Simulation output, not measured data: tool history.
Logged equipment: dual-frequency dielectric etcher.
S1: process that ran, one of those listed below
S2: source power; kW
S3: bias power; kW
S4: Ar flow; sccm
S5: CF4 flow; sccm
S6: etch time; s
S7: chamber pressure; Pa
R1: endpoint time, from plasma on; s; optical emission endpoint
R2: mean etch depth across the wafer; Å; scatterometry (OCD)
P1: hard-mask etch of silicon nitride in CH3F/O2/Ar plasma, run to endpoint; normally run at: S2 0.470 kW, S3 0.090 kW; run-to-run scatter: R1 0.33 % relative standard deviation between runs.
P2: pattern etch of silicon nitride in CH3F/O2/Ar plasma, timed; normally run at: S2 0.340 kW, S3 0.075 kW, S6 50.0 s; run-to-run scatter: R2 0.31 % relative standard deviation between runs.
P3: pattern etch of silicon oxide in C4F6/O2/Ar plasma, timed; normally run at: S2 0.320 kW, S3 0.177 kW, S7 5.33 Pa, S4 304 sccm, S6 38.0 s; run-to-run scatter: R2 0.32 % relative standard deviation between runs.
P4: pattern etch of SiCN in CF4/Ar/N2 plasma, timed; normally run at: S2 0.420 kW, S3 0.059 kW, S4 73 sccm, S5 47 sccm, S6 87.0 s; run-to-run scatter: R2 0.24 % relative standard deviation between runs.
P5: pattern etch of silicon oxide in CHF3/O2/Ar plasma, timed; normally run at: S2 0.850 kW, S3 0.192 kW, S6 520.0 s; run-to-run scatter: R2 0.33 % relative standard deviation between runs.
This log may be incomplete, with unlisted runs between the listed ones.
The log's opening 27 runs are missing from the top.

run   hour  S1     S2     S3   S4  S5     S6    S7      R1        R2
 28  140.1  P1  0.640  0.124                        53.983
 29  144.3  P5  0.850  0.125           520.0                10327.00
 30  148.3  P5  0.850  0.192           520.0                11623.00
 31  154.4  P2  0.280  0.075            50.0                  299.29
 32  161.2  P4  0.420  0.059   73  47   62.5                  474.26
 33  165.3  P4  0.420  0.059  100  47   87.0                  620.12
 34  172.2  P3  0.320  0.177  234       38.0  5.33           1053.90
 35  176.4  P4  0.420  0.040   73  47   87.0                  579.69
 36  182.4  P1  0.470  0.090                        67.687
 37  187.7  P1  0.470  0.090                        67.530
 38  192.7  P1  0.470  0.090                        67.349
 39  196.6  P1  0.470  0.090                        67.292
 40  201.1  P1  0.470  0.090                        67.095
 41  208.3  P1  0.470  0.090                        66.956
 42  214.2  P1  0.470  0.090                        67.144
     216.0  -- wet clean of the chamber
 43  219.5  P1  0.470  0.090                        66.627

What does the tool deliver on the next run?
 44  225.6  P1  0.470  0.090                   ?

Run 44 measured R1 67.095 s.

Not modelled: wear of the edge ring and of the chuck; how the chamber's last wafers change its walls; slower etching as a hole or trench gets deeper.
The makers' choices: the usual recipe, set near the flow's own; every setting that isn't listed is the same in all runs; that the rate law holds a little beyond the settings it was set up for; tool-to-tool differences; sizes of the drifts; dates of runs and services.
